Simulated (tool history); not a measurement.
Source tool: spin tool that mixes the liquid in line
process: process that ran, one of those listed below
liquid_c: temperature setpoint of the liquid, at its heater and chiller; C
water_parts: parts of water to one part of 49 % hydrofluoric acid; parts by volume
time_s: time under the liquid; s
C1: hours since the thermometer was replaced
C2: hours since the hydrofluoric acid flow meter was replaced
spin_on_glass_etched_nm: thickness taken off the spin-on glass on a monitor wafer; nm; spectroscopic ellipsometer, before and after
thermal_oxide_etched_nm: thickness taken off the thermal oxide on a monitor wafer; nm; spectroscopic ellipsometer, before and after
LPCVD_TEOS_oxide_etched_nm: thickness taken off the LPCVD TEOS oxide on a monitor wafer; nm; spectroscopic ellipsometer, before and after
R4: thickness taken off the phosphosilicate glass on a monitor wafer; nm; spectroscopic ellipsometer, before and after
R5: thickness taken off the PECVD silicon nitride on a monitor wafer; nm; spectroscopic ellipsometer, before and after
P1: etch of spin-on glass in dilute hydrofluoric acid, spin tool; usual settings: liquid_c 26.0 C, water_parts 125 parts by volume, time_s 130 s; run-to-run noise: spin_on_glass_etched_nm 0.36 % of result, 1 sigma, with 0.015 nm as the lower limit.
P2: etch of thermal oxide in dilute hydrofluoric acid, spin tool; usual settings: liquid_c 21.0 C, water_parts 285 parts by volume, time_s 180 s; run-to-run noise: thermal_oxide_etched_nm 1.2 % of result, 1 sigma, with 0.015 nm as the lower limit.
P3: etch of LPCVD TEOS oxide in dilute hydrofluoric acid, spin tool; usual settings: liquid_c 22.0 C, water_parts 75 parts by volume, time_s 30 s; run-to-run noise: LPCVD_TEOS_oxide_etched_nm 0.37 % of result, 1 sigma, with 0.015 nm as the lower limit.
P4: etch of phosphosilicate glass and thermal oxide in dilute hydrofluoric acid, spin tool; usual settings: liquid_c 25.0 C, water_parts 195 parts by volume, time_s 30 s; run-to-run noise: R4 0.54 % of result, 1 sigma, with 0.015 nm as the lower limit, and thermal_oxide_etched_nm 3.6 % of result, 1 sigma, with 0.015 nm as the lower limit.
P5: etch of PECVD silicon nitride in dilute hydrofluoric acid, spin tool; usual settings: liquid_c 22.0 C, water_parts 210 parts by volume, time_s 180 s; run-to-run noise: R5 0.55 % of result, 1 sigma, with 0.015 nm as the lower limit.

{"run": 1, "hour": 17.8, "process": "P1", "liquid_c": 26.0, "water_parts": 125, "time_s": 130, "C1": 1556.1, "C2": 1216.3, "spin_on_glass_etched_nm": 22.168}
{"run": 2, "hour": 28.3, "process": "P1", "liquid_c": 26.0, "water_parts": 125, "time_s": 15, "C1": 1566.6, "C2": 1226.8, "spin_on_glass_etched_nm": 2.5725}
{"run": 3, "hour": 40.6, "process": "P2", "liquid_c": 21.0, "water_parts": 285, "time_s": 335, "C1": 1578.9, "C2": 1239.1, "thermal_oxide_etched_nm": 4.2216}
{"run": 4, "hour": 58.4, "process": "P2", "liquid_c": 21.0, "water_parts": 285, "time_s": 180, "C1": 1596.7, "C2": 1256.9, "thermal_oxide_etched_nm": 2.2053}
{"run": 5, "hour": 76.3, "process": "P3", "liquid_c": 30.0, "water_parts": 75, "time_s": 30, "C1": 1614.6, "C2": 1274.8, "LPCVD_TEOS_oxide_etched_nm": 28.41}
{"run": 6, "hour": 91.1, "process": "P1", "liquid_c": 26.0, "water_parts": 125, "time_s": 130, "C1": 1629.4, "C2": 1289.6, "spin_on_glass_etched_nm": 22.218}
{"run": 7, "hour": 101.7, "process": "P1", "liquid_c": 20.5, "water_parts": 125, "time_s": 130, "C1": 1640.0, "C2": 1300.2, "spin_on_glass_etched_nm": 17.934}
{"run": 8, "hour": 111.9, "process": "P1", "liquid_c": 26.0, "water_parts": 220, "time_s": 130, "C1": 1650.2, "C2": 1310.4, "spin_on_glass_etched_nm": 11.367}
{"run": 9, "hour": 130.2, "process": "P4", "liquid_c": 25.0, "water_parts": 195, "time_s": 50, "C1": 1668.5, "C2": 1328.7, "thermal_oxide_etched_nm": 1.1766, "R4": 27.87}
{"run": 10, "hour": 148.7, "process": "P4", "liquid_c": 33.0, "water_parts": 195, "time_s": 30, "C1": 1687.0, "C2": 1347.2, "thermal_oxide_etched_nm": 0.88279, "R4": 22.323}
{"run": 11, "hour": 157.4, "process": "P3", "liquid_c": 22.0, "water_parts": 75, "time_s": 30, "C1": 1695.7, "C2": 1355.9, "LPCVD_TEOS_oxide_etched_nm": 20.876}
{"run": 12, "hour": 171.6, "process": "P1", "liquid_c": 32.5, "water_parts": 125, "time_s": 185, "C1": 1709.9, "C2": 1370.1, "spin_on_glass_etched_nm": 40.167}
{"run": 13, "hour": 188.3, "process": "P3", "liquid_c": 22.0, "water_parts": 75, "time_s": 30, "C1": 1726.6, "C2": 1386.8, "LPCVD_TEOS_oxide_etched_nm": 20.868}
{"run": 14, "hour": 206.2, "process": "P5", "liquid_c": 22.0, "water_parts": 210, "time_s": 45, "C1": 1744.5, "C2": 1404.7, "R5": 0.98171}
{"run": 15, "hour": 223.0, "process": "P2", "liquid_c": 17.0, "water_parts": 285, "time_s": 180, "C1": 1761.3, "C2": 1421.5, "thermal_oxide_etched_nm": 1.9578}
{"run": 16, "hour": 239.1, "process": "P4", "liquid_c": 25.0, "water_parts": 195, "time_s": 30, "C1": 1777.4, "C2": 1437.6, "thermal_oxide_etched_nm": 0.71255, "R4": 16.801}
{"run": 17, "hour": 248.4, "process": "P2", "liquid_c": 21.0, "water_parts": 470, "time_s": 180, "C1": 1786.7, "C2": 1446.9, "thermal_oxide_etched_nm": 1.1594}
{"run": 18, "hour": 262.3, "process": "P3", "liquid_c": 22.0, "water_parts": 75, "time_s": 15, "C1": 1800.6, "C2": 1460.8, "LPCVD_TEOS_oxide_etched_nm": 10.428}
{"run": 19, "hour": 279.3, "process": "P1", "liquid_c": 26.0, "water_parts": 125, "time_s": 220, "C1": 1817.6, "C2": 1477.8, "spin_on_glass_etched_nm": 37.568}
{"run": 20, "hour": 289.3, "process": "P1", "liquid_c": 26.0, "water_parts": 80, "time_s": 130, "C1": 1827.6, "C2": 1487.8, "spin_on_glass_etched_nm": 36.804}
{"run": 21, "hour": 306.0, "process": "P1", "liquid_c": 26.0, "water_parts": 125, "time_s": 130, "C1": 1844.3, "C2": 1504.5, "spin_on_glass_etched_nm": 22.23}
{"run": 22, "hour": 323.0, "process": "P5", "liquid_c": 17.5, "water_parts": 210, "time_s": 180, "C1": 1861.3, "C2": 1521.5, "R5": 2.8881}
{"run": 23, "hour": 333.4, "process": "P1", "liquid_c": 26.0, "water_parts": 125, "time_s": 130, "C1": 1871.7, "C2": 1531.9, "spin_on_glass_etched_nm": 22.245}
{"run": 24, "hour": 348.3, "process": "P5", "liquid_c": 22.0, "water_parts": 55, "time_s": 180, "C1": 1886.6, "C2": 1546.8, "R5": 14.406}
{"run": 25, "hour": 362.3, "process": "P1", "liquid_c": 32.0, "water_parts": 125, "time_s": 130, "C1": 1900.6, "C2": 1560.8, "spin_on_glass_etched_nm": 27.982}
{"run": 26, "hour": 376.6, "process": "P4", "liquid_c": 25.0, "water_parts": 100, "time_s": 30, "C1": 1914.9, "C2": 1575.1, "thermal_oxide_etched_nm": 1.3782, "R4": 36.694}

Run 27 comes next. What will it give?
{"run": 27, "hour": 392.7, "process": "P4", "liquid_c": 25.0, "water_parts": 195, "time_s": 30, "C1": 1931.0, "C2": 1591.2, "thermal_oxide_etched_nm": "?", "R4": "?"}

thermal_oxide_etched_nm: 0.67876 nm
R4: 16.680 nm

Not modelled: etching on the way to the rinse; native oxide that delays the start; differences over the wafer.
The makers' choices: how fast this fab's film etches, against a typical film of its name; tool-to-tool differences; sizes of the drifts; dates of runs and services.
